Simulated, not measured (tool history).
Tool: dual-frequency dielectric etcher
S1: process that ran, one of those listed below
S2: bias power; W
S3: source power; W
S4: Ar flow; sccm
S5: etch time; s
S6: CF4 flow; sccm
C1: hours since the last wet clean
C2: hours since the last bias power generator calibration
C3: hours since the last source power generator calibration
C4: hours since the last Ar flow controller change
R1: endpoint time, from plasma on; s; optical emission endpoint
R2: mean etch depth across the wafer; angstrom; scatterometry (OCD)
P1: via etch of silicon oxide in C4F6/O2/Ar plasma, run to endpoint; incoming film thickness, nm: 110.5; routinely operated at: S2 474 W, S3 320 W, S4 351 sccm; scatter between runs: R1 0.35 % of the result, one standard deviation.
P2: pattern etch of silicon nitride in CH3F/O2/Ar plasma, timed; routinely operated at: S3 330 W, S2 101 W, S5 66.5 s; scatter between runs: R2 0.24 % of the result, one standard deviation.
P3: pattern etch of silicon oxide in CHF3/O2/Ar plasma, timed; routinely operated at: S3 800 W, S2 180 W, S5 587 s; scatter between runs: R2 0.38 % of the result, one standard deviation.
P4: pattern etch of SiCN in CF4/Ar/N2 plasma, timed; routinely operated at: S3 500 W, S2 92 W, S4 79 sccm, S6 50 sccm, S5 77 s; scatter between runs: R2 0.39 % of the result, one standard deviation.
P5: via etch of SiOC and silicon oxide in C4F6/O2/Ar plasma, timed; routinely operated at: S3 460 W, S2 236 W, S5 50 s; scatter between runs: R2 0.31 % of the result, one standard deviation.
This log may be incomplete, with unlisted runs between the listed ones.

run   hour  S1   S2    S3   S4     S5  S6     C1      C2     C3      C4      R1      R2
  1   14.3  P1  474   320  351             143.4    2039  852.4   577.2  26.293
  2   28.7  P2  101   330        66.5      157.8  2053.4  866.8   591.6          494.22
  3   35.8  P3  180   800         587      164.9  2060.5  873.9   598.7           13426
  4   43.2  P1  649   320  351             172.3  2067.9  881.3   606.1  23.195
  5     55  P2  101   330        66.5      184.1  2079.7  893.1   617.9          495.49
  6     66  P1  474   320  222             195.1  2090.7  904.1   628.9  24.939
  7   76.1  P1  474   320  351             205.2  2100.8  914.2     639   26.13
  8   87.3  P4   92   500   79     77  50  216.4    2112  925.4   650.2          750.34
  9  102.5  P2  101   330          37      231.6  2127.2  940.6   665.4          275.58
 10  116.6  P3  180   800         587      245.7  2141.3  954.7   679.5           13338
 11  132.9  P1  474   390  458               262  2157.6    971   695.8  25.088
 12  144.4  P5  163   460          50      273.5  2169.1  982.5   707.3          563.29
 13  160.8  P4   92   500   79     77  33  289.9  2185.5  998.9   723.7          710.12
       164  -- source power generator calibrated
 14  171.1  P1  474   270  466             300.2  2195.8    7.2     734  28.575
 15  184.1  P2  101   200        66.5      313.2  2208.8   20.2     747          409.62
 16    192  P4   68   500   79     77  50  321.1  2216.7   28.1   754.9             671
 17  205.9  P3  236   800         587        335  2230.6     42   768.8           14586
 18  215.1  P1  369   320  351             344.2  2239.8   51.2     778  28.675
 19  224.6  P2  128   330        66.5      353.7  2249.3   60.7   787.5          542.48
 20  238.3  P5  236   460          50      367.4    2263   74.4   801.2          641.04
 21  254.1  P4   92   500   54     77  50  383.2  2278.8   90.2     817          791.29
     263.8  -- bias power generator calibrated
 22  267.7  P1  474   200  351             396.8       4  103.8   830.6  31.115
 23  279.2  P5  236   460          50      408.3    15.5  115.3   842.1          634.37
 24  295.5  P4   92   500   79  113.5  50  424.6    31.8  131.6   858.4          1104.8
 25  303.2  P5  236   460          29      432.3    39.5  139.3   866.1          370.29
 26    315  P4   92   380   79     77  50  444.1    51.3  151.1   877.9          591.84
 27  327.4  P1  474   320  453             456.5    63.7  163.5   890.3   26.99
 28  334.7  P1  474   320  351             463.8      71  170.8   897.6  26.155
 29  343.3  P4   92   500   79     77  50  472.4    79.6  179.4   906.2          751.38
 30  356.5  P1  474   320  351             485.6    92.8  192.6   919.4  26.283
 31  365.1  P1  474   400  351             494.2   101.4  201.2     928  23.928
 32  380.3  P3  180   800       351.5      509.4   116.6  216.4   943.2            8000
 33  394.1  P1  474   320  351             523.2   130.4  230.2     957   26.28
 34  408.9  P1  612   320  454               538   145.2    245   971.8  24.515
 35  419.6  P5  236   640          50      548.7   155.9  255.7   982.5           721.7
 36  428.7  P3  180  1070         587      557.8     165  264.8   991.6           14911
 37  436.1  P1  474   320  351             565.2   172.4  272.2     999  26.121
 38    447  P1  474   320  351             576.1   183.3  283.1  1009.9  26.134
 39  455.4  P1  474   320  351             584.5   191.7  291.5  1018.3  26.122
 40  469.6  P1  474   320  351             598.7   205.9  305.7  1032.5  25.685
     478.6  -- Ar flow controller replaced
 41  479.6  P1  474   320  351             608.7   215.9  315.7     1.1  25.831
 42  495.8  P1  474   320  351             624.9   232.1  331.9    17.3  25.742
 43  507.2  P1  474   320  351             636.3   243.5  343.3    28.7  25.704
     510.7  -- wet clean of the chamber
 44    521  P1  474   320  351              10.3   257.3  357.1    42.5  25.774
 45  531.9  P1  474   320  351              21.2   268.2    368    53.4  25.787
 46  541.6  P1  474   320  351              30.9   277.9  377.7    63.1  25.762

P1 no longer gives what it gave before; its output has crept away from where it was. The following 2 causes, each at its listed size, fit the log equally well:
A: bias power that arrives over what is set, % = 4.82
B: source power that arrives over what is set, % = 4.92
The creep began at about hour 436.1.
Excluded causes, each with its reason:
chamber walls in a state that raises the etch rate, %: was serviced at hour 510.7, once the creep was under way, yet the earlier output never came back
Ar flow that arrives under what is set, %: was serviced at hour 478.6, once the creep was under way, yet the earlier output never came back

4 check runs are offered, each on 2 wafers whose results are averaged, their results left as question marks. Which one tells the causes apart?
check 1  551.3  P4   72   500  79    77  50                       ?
check 2  551.3  P5  236   560      29.5                           ?
check 3  551.3  P3  180  1030       363                           ?
check 4  551.3  P2  101   200        38                           ?

What every check run would give for each of its results, assuming each possible cause in turn:
  check  result    if A    if B
check 1      R2  697.99   716.1
check 2      R2  412.02  413.15
check 3      R2  9223.8  9254.3
check 4      R2  239.58  239.46
How far apart the two closest causes lie, in the result that separates them most: check 1 2.56 %; check 2 0.27 %; check 3 0.33 %; check 4 0.05 %
Check 1 is the one run that separates the causes; every other check would come out nearly the same whichever cause is at work.

After running check 1, the following was obtained: R2 697.66 angstrom. Which cause does this point to?

The cause is A: bias power that arrives over what is set, %.
